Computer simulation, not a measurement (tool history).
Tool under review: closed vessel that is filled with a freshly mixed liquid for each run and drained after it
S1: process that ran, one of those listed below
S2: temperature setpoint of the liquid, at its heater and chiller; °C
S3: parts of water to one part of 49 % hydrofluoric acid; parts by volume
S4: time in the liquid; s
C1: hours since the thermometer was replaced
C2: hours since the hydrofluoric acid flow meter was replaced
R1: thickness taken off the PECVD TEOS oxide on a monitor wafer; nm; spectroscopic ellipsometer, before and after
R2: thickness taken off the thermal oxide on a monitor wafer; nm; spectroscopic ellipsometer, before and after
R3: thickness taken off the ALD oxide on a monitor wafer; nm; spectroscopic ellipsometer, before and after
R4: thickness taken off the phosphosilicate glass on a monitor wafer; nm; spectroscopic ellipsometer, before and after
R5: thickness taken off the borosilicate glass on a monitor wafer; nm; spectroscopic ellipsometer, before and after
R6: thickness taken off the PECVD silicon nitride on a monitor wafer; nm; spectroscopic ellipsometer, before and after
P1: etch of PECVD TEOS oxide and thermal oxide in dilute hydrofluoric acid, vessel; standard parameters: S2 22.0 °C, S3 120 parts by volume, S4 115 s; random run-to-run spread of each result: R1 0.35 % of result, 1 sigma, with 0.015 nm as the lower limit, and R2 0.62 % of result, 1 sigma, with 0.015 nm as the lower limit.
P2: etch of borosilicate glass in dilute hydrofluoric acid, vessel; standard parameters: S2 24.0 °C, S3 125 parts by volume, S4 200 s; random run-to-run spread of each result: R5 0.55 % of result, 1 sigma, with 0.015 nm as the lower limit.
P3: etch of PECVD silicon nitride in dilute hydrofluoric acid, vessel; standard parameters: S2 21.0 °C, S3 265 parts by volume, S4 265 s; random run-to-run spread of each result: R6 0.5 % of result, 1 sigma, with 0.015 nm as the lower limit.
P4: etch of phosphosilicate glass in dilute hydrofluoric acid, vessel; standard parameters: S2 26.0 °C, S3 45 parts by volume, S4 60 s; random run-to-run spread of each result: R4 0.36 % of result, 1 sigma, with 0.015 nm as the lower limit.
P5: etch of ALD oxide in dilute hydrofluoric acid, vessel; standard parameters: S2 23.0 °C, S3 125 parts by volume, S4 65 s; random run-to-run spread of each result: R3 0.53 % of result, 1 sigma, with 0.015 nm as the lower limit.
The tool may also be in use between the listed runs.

run     day  S1    S2   S3   S4      C1      C2       R1       R2       R3      R4      R5      R6
  1   0.512  P1  22.0  120  115  1582.6  1392.0   7.4309   3.9714
  2   1.021  P1  26.5  120  115  1594.8  1404.2   8.8701   4.7538
  3   1.617  P1  22.0  120   55  1609.1  1418.5   3.5124   1.9150
  4   2.225  P5  23.0  125   35  1623.7  1433.1                     7.1504
  5   2.567  P1  17.0  120  115  1631.9  1441.3   6.0699   3.2960
  6   3.142  P4  26.0   65   60  1645.7  1455.1                             207.19
  7   3.725  P4  26.0   45  105  1659.7  1469.1                             538.34
  8   4.312  P1  22.0  120  180  1673.8  1483.2  11.5280   6.2862
  9   4.675  P2  17.0  125  200  1682.5  1491.9                                     43.205
 10   5.250  P1  22.0  120  115  1696.3  1505.7   7.4017   4.0148
 11   5.625  P1  22.0   30  115  1705.3  1514.7  33.0640  17.7570
 12   6.221  P3  21.0  265  265  1719.6  1529.0                                             4.7801
 13   6.804  P3  17.0  265  265  1733.6  1543.0                                             3.5876
 14   7.333  P1  22.0  120  115  1746.3  1555.7   7.3448   4.0198
 15   7.958  P1  22.0  120  115  1761.3  1570.7   7.4275   3.9663
 16   8.442  P3  21.0  265  465  1772.9  1582.3                                             8.1696
 17   8.850  P2  24.0  125  200  1782.7  1592.1                                     56.788
 18   9.275  P1  22.0  175  215  1792.9  1602.3   8.8673   4.8445
 19   9.788  P2  24.0  205  200  1805.2  1614.6                                     31.428
 20  10.508  P5  17.0  125   65  1822.5  1631.9                    10.2730
 21  11.004  P1  22.0  185  115  1834.4  1643.8   4.4771   2.4499
 22  11.583  P2  24.0  125   75  1848.3  1657.7                                     21.486
 23  12.267  P5  23.0   80   65  1864.7  1674.1                    21.8180
 24  12.688  P3  21.0  265  265  1874.8  1684.2                                             4.7553
 25  13.125  P1  28.0  120   30  1885.3  1694.7   2.4473   1.3229
 26  13.583  P3  21.0  470  265  1896.3  1705.7                                             2.7047
 27  14.042  P4  26.0   45   60  1907.3  1716.7                             307.20
 28  14.550  P1  22.0  190  210  1919.5  1728.9   7.8953   4.2929
 29  15.125  P5  23.0  125   65  1933.3  1742.7                    13.1640
 30  15.583  P4  26.0   45   60  1944.3  1753.7                             303.62
 31  16.338  P4  33.0   45   60  1962.4  1771.8                             404.49
 32  16.792  P1  22.0  120  115  1973.3  1782.7   7.4598   3.9948
 33  17.446  P1  22.0  120  115  1989.0  1798.4   7.1075   3.8129
 34  18.029  P1  22.0  120  115  2003.0  1812.4   6.9451   3.7882
 35  18.712  P1  22.0  120  115  2019.4  1828.8   6.8225   3.7993
 36  19.404  P1  22.0  120  115  2036.0  1845.4   6.8173   3.6974
 37  19.771  P1  22.0  120  115  2044.8  1854.2   6.8527   3.7224
 38  20.129  P1  22.0  120  115  2053.4  1862.8   6.7911   3.6727

P1 no longer gives what it gave before; its output has crept away from where it was. The following 2 causes, each at its listed size, fit the log equally well:
A: liquid colder than its thermometer reads (K) = 2.01
B: hydrofluoric acid flow below the setpoint (%) = 6.81
The creep began at about day 16.792.

Question marks stand in for the results of the 4 check runs listed below, each run on one wafer. Under which run would the listed causes show clearly different results?
check 1  20.488  P4  26.0   55   60                       ?
check 2  20.488  P5  23.0   90   65                   ?
check 3  20.488  P2  19.5  125   90                           ?
check 4  20.488  P3  21.0  265  415                               ?

Predicted outcomes, by check and by cause:
  check  result     if A     if B
check 1      R4   227.93   229.22
check 2      R3  17.5500  17.6050
check 3      R5   19.698   19.743
check 4      R6   6.4835   6.8874
Gap, in per cent, between the two causes that each check separates least, read from the result that separates them most: check 1 0.56 %; check 2 0.31 %; check 3 0.23 %; check 4 6.04 %
Only check 4 tells the causes apart: in the others they would give nearly the same result.

With check 4 done, the readings were: R6 6.4625 nm. Identify which of the listed causes applies.

It was cause A: liquid colder than its thermometer reads (K).
